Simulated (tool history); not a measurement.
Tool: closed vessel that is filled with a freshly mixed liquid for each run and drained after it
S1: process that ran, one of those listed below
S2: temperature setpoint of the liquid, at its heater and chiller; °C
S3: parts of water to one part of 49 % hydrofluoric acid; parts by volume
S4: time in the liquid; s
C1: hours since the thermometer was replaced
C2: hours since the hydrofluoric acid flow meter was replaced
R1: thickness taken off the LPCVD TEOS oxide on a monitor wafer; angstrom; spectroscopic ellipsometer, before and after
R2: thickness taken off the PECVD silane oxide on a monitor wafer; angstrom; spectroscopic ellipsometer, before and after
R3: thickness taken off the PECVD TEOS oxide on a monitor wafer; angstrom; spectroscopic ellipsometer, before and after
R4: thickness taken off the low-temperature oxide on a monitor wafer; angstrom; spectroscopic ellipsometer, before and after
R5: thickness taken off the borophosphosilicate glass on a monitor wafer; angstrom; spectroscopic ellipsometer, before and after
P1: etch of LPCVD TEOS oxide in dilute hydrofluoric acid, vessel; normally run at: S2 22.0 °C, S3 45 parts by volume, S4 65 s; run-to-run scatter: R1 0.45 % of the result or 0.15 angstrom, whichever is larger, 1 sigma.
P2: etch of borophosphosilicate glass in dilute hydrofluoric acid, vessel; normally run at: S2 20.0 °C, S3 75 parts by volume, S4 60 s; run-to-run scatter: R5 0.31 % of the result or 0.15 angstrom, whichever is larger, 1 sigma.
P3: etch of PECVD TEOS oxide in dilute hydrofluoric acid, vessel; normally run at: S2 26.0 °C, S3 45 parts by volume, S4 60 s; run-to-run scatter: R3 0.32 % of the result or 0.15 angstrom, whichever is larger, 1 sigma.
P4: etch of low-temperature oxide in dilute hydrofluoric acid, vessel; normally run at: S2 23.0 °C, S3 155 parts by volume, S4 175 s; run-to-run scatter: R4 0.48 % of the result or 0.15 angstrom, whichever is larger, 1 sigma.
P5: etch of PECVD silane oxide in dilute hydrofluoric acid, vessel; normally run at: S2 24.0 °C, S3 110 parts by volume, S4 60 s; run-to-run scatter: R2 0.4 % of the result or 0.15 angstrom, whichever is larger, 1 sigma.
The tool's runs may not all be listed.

{"run": 1, "hour": 6.3, "S1": "P1", "S2": 22.0, "S3": 45, "S4": 65, "C1": 1836.9, "C2": 451.4, "R1": 484.8}
{"run": 2, "hour": 13.3, "S1": "P1", "S2": 22.0, "S3": 20, "S4": 110, "C1": 1843.9, "C2": 458.4, "R1": 1891.4}
{"run": 3, "hour": 18.3, "S1": "P5", "S2": 24.0, "S3": 50, "S4": 60, "C1": 1848.9, "C2": 463.4, "R2": 483.11}
{"run": 4, "hour": 25.3, "S1": "P3", "S2": 26.0, "S3": 45, "S4": 110, "C1": 1855.9, "C2": 470.4, "R3": 800.1}
{"run": 5, "hour": 30.0, "S1": "P1", "S2": 22.0, "S3": 45, "S4": 65, "C1": 1860.6, "C2": 475.1, "R1": 481.54}
{"run": 6, "hour": 38.2, "S1": "P1", "S2": 22.0, "S3": 45, "S4": 65, "C1": 1868.8, "C2": 483.3, "R1": 480.14}
{"run": 7, "hour": 44.6, "S1": "P3", "S2": 26.0, "S3": 45, "S4": 60, "C1": 1875.2, "C2": 489.7, "R3": 438.3}
{"run": 8, "hour": 51.5, "S1": "P4", "S2": 23.0, "S3": 245, "S4": 175, "C1": 1882.1, "C2": 496.6, "R4": 109.29}
{"run": 9, "hour": 59.7, "S1": "P2", "S2": 20.0, "S3": 75, "S4": 110, "C1": 1890.3, "C2": 504.8, "R5": 650.09}
{"run": 10, "hour": 63.6, "S1": "P4", "S2": 31.5, "S3": 155, "S4": 175, "C1": 1894.2, "C2": 508.7, "R4": 258.83}
{"run": 11, "hour": 70.7, "S1": "P1", "S2": 22.0, "S3": 45, "S4": 105, "C1": 1901.3, "C2": 515.8, "R1": 781.15}
{"run": 12, "hour": 74.8, "S1": "P5", "S2": 18.0, "S3": 110, "S4": 60, "C1": 1905.4, "C2": 519.9, "R2": 159.55}
{"run": 13, "hour": 80.9, "S1": "P1", "S2": 22.0, "S3": 20, "S4": 65, "C1": 1911.5, "C2": 526.0, "R1": 1116.1}
{"run": 14, "hour": 84.9, "S1": "P1", "S2": 17.5, "S3": 20, "S4": 65, "C1": 1915.5, "C2": 530.0, "R1": 923.8}
{"run": 15, "hour": 90.3, "S1": "P4", "S2": 23.0, "S3": 155, "S4": 100, "C1": 1920.9, "C2": 535.4, "R4": 108.25}
{"run": 16, "hour": 97.2, "S1": "P3", "S2": 26.0, "S3": 70, "S4": 60, "C1": 1927.8, "C2": 542.3, "R3": 270.78}
{"run": 17, "hour": 104.8, "S1": "P1", "S2": 17.0, "S3": 45, "S4": 65, "C1": 1935.4, "C2": 549.9, "R1": 389.26}
{"run": 18, "hour": 110.3, "S1": "P1", "S2": 26.5, "S3": 75, "S4": 65, "C1": 1940.9, "C2": 555.4, "R1": 332.92}
{"run": 19, "hour": 115.1, "S1": "P2", "S2": 20.0, "S3": 75, "S4": 60, "C1": 1945.7, "C2": 560.2, "R5": 354.26}
{"run": 20, "hour": 122.1, "S1": "P2", "S2": 20.0, "S3": 40, "S4": 60, "C1": 1952.7, "C2": 567.2, "R5": 693.77}
{"run": 21, "hour": 128.0, "S1": "P2", "S2": 28.5, "S3": 75, "S4": 60, "C1": 1958.6, "C2": 573.1, "R5": 497.31}
{"run": 22, "hour": 133.9, "S1": "P5", "S2": 24.0, "S3": 110, "S4": 30, "C1": 1964.5, "C2": 579.0, "R2": 101.89}
{"run": 23, "hour": 141.0, "S1": "P1", "S2": 27.0, "S3": 45, "S4": 65, "C1": 1971.6, "C2": 586.1, "R1": 593.3}
{"run": 24, "hour": 145.4, "S1": "P4", "S2": 23.0, "S3": 155, "S4": 175, "C1": 1976.0, "C2": 590.5, "R4": 189.39}
{"run": 25, "hour": 153.3, "S1": "P1", "S2": 22.0, "S3": 45, "S4": 35, "C1": 1983.9, "C2": 598.4, "R1": 261.18}
{"run": 26, "hour": 158.3, "S1": "P5", "S2": 24.0, "S3": 110, "S4": 60, "C1": 1988.9, "C2": 603.4, "R2": 203.82}
{"run": 27, "hour": 162.7, "S1": "P1", "S2": 22.0, "S3": 45, "S4": 65, "C1": 1993.3, "C2": 607.8, "R1": 485.63}
{"run": 28, "hour": 166.4, "S1": "P3", "S2": 17.5, "S3": 45, "S4": 60, "C1": 1997.0, "C2": 611.5, "R3": 306.17}
{"run": 29, "hour": 170.5, "S1": "P3", "S2": 26.0, "S3": 45, "S4": 60, "C1": 2001.1, "C2": 615.6, "R3": 438.0}
{"run": 30, "hour": 176.4, "S1": "P1", "S2": 22.0, "S3": 65, "S4": 65, "C1": 2007.0, "C2": 621.5, "R1": 326.89}
{"run": 31, "hour": 183.6, "S1": "P1", "S2": 22.0, "S3": 45, "S4": 65, "C1": 2014.2, "C2": 628.7, "R1": 482.99}
{"run": 32, "hour": 187.4, "S1": "P1", "S2": 22.0, "S3": 45, "S4": 65, "C1": 2018.0, "C2": 632.5, "R1": 469.22}
{"run": 33, "hour": 192.0, "S1": "P1", "S2": 22.0, "S3": 45, "S4": 65, "C1": 2022.6, "C2": 637.1, "R1": 453.27}
{"run": 34, "hour": 199.1, "S1": "P1", "S2": 22.0, "S3": 45, "S4": 65, "C1": 2029.7, "C2": 644.2, "R1": 444.13}
{"run": 35, "hour": 204.0, "S1": "P1", "S2": 22.0, "S3": 45, "S4": 65, "C1": 2034.6, "C2": 649.1, "R1": 436.31}
{"run": 36, "hour": 211.9, "S1": "P1", "S2": 22.0, "S3": 45, "S4": 65, "C1": 2042.5, "C2": 657.0, "R1": 435.64}
{"run": 37, "hour": 217.7, "S1": "P1", "S2": 22.0, "S3": 45, "S4": 65, "C1": 2048.3, "C2": 662.8, "R1": 433.1}
{"run": 38, "hour": 223.0, "S1": "P1", "S2": 22.0, "S3": 45, "S4": 65, "C1": 2053.6, "C2": 668.1, "R1": 437.53}

What P1 gives has crept away from where it was. These 2 causes fit the log equally well, each at the size given:
A: liquid colder than its thermometer reads (K) = 2.44
B: hydrofluoric acid flow below the setpoint (%) = 9.27
The creep began at about hour 183.6.

4 check runs are offered, one wafer each, their results left as question marks. Which one tells the causes apart?
{"run": "check 1", "hour": 228.3, "S1": "P5", "S2": 24.0, "S3": 65, "S4": 60, "R2": "?"}
{"run": "check 2", "hour": 228.3, "S1": "P2", "S2": 24.0, "S3": 75, "S4": 105, "R5": "?"}
{"run": "check 3", "hour": 228.3, "S1": "P4", "S2": 29.0, "S3": 235, "S4": 175, "R4": "?"}
{"run": "check 4", "hour": 228.3, "S1": "P3", "S2": 18.5, "S3": 45, "S4": 60, "R3": "?"}

What each check would give under each cause:
check=check_1 result=R2 if_A=329.65 if_B=327.81
check=check_2 result=R5 if_A=662.28 if_B=657.36
check=check_3 result=R4 if_A=130.88 if_B=125.71
check=check_4 result=R3 if_A=287.42 if_B=288.45
How far apart the two closest causes lie, in the result that separates them most: check 1 0.56 %; check 2 0.75 %; check 3 4.02 %; check 4 0.36 %
Check 3 tells the causes apart: in the others they would give nearly the same result.

Then check 3 was run and gave: R4 130.78 angstrom. Which cause is it?

It is A: liquid colder than its thermometer reads (K).
